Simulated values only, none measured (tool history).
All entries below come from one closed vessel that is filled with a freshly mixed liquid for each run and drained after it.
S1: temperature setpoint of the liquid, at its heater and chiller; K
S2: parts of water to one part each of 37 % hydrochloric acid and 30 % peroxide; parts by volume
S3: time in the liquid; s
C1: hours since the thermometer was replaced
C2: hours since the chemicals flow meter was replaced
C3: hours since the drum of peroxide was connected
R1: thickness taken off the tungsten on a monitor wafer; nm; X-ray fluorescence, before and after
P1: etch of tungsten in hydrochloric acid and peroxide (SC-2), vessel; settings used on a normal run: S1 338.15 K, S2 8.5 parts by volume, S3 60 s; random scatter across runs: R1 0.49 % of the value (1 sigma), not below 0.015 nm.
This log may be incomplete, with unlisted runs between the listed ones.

Run 1, hour 2.7: S1 338.15 K, S2 8.5 parts by volume, S3 60 s; C1 1344.6; C2 743.1; C3 552.9. Result: R1 39.913 nm.
Run 2, hour 6.1: S1 338.15 K, S2 8.5 parts by volume, S3 60 s; C1 1348; C2 746.5; C3 556.3. Result: R1 39.562 nm.
Run 3, hour 9.4: S1 338.15 K, S2 8.5 parts by volume, S3 60 s; C1 1351.3; C2 749.8; C3 559.6. Result: R1 39.917 nm.
Run 4, hour 11.7: S1 325.15 K, S2 8.5 parts by volume, S3 110 s; C1 1353.6; C2 752.1; C3 561.9. Result: R1 31.974 nm.
Run 5, hour 15.9: S1 338.15 K, S2 14.5 parts by volume, S3 60 s; C1 1357.8; C2 756.3; C3 566.1. Result: R1 25.317 nm.
Run 6, hour 18.7: S1 338.15 K, S2 8.5 parts by volume, S3 60 s; C1 1360.6; C2 759.1; C3 568.9. Result: R1 39.583 nm.
Run 7, hour 21: S1 338.15 K, S2 4 parts by volume, S3 60 s; C1 1362.9; C2 761.4; C3 571.2. Result: R1 68.892 nm.
Run 8, hour 25.4: S1 338.15 K, S2 8.5 parts by volume, S3 115 s; C1 1367.3; C2 765.8; C3 575.6. Result: R1 76.097 nm.
At hour 27.1: new drum of peroxide connected.
Run 9, hour 28.9: S1 324.65 K, S2 8.5 parts by volume, S3 60 s; C1 1370.8; C2 769.3; C3 1.8. Result: R1 16.72 nm.
Run 10, hour 32.6: S1 338.15 K, S2 8.5 parts by volume, S3 60 s; C1 1374.5; C2 773; C3 5.5. Result: R1 39.634 nm.
Run 11, hour 36.7: S1 345.15 K, S2 8.5 parts by volume, S3 60 s; C1 1378.6; C2 777.1; C3 9.6. Result: R1 60.242 nm.
Run 12, hour 38.8: S1 338.15 K, S2 8.5 parts by volume, S3 30 s; C1 1380.7; C2 779.2; C3 11.7. Result: R1 19.869 nm.
Run 13, hour 41.9: S1 338.15 K, S2 8.5 parts by volume, S3 60 s; C1 1383.8; C2 782.3; C3 14.8. Result: R1 39.793 nm.
Run 14, hour 45.4: S1 338.15 K, S2 8.5 parts by volume, S3 60 s; C1 1387.3; C2 785.8; C3 18.3. Result: R1 39.411 nm.
Run 15, hour 49.6: S1 338.15 K, S2 8.5 parts by volume, S3 60 s; C1 1391.5; C2 790; C3 22.5. Result: R1 42.137 nm.
Run 16, hour 51.7: S1 338.15 K, S2 8.5 parts by volume, S3 60 s; C1 1393.6; C2 792.1; C3 24.6. Result: R1 42.367 nm.
Run 17, hour 55.9: S1 338.15 K, S2 8.5 parts by volume, S3 60 s; C1 1397.8; C2 796.3; C3 28.8. Result: R1 42.971 nm.
Run 18, hour 59.1: S1 338.15 K, S2 8.5 parts by volume, S3 60 s; C1 1401; C2 799.5; C3 32. Result: R1 43.108 nm.
Run 19, hour 62.4: S1 338.15 K, S2 8.5 parts by volume, S3 60 s; C1 1404.3; C2 802.8; C3 35.3. Result: R1 43.381 nm.
Run 20, hour 64.5: S1 338.15 K, S2 8.5 parts by volume, S3 60 s; C1 1406.4; C2 804.9; C3 37.4. Result: R1 43.202 nm.

What P1 gives has crept away from where it was. These 2 causes fit the log equally well, each at the size given:
A: chemicals flow above the setpoint (%) = 11.4
B: liquid hotter than its thermometer reads (K) = 1.43
Creep in the process output first set in at about hour 45.4.
What rules out each remaining cause:
peroxide weaker than its label (%): can reach only 8, and even then R1 would move by -7.3 %, too little or the wrong way

Of the 4 check runs below, each run on 3 wafers with the results averaged and each result still a question mark, which one would tell the listed causes apart?
Run check 1, hour 66.6: S1 345.15 K, S2 8.5 parts by volume, S3 60 s. Result: R1 ?.
Run check 2, hour 66.6: S1 345.15 K, S2 8.5 parts by volume, S3 115 s. Result: R1 ?.
Run check 3, hour 66.6: S1 345.15 K, S2 8.5 parts by volume, S3 105 s. Result: R1 ?.
Run check 4, hour 66.6: S1 330.15 K, S2 4 parts by volume, S3 60 s. Result: R1 ?.

Check results expected under each cause:
  check  result    if A    if B
check 1      R1  65.729  65.516
check 2      R1  125.98  125.57
check 3      R1  115.03  114.65
check 4      R1  45.274  46.205
Per check, the gap between the least separated pair of causes, taken in the result that splits them most: check 1 0.33 %; check 2 0.33 %; check 3 0.33 %; check 4 2.04 %
Check 4 is the one run that separates the causes; every other check would come out nearly the same whichever cause is at work.

Running check 4 produced the following: R1 45.039 nm. Which one of the listed causes fits?

It is A: chemicals flow above the setpoint (%).
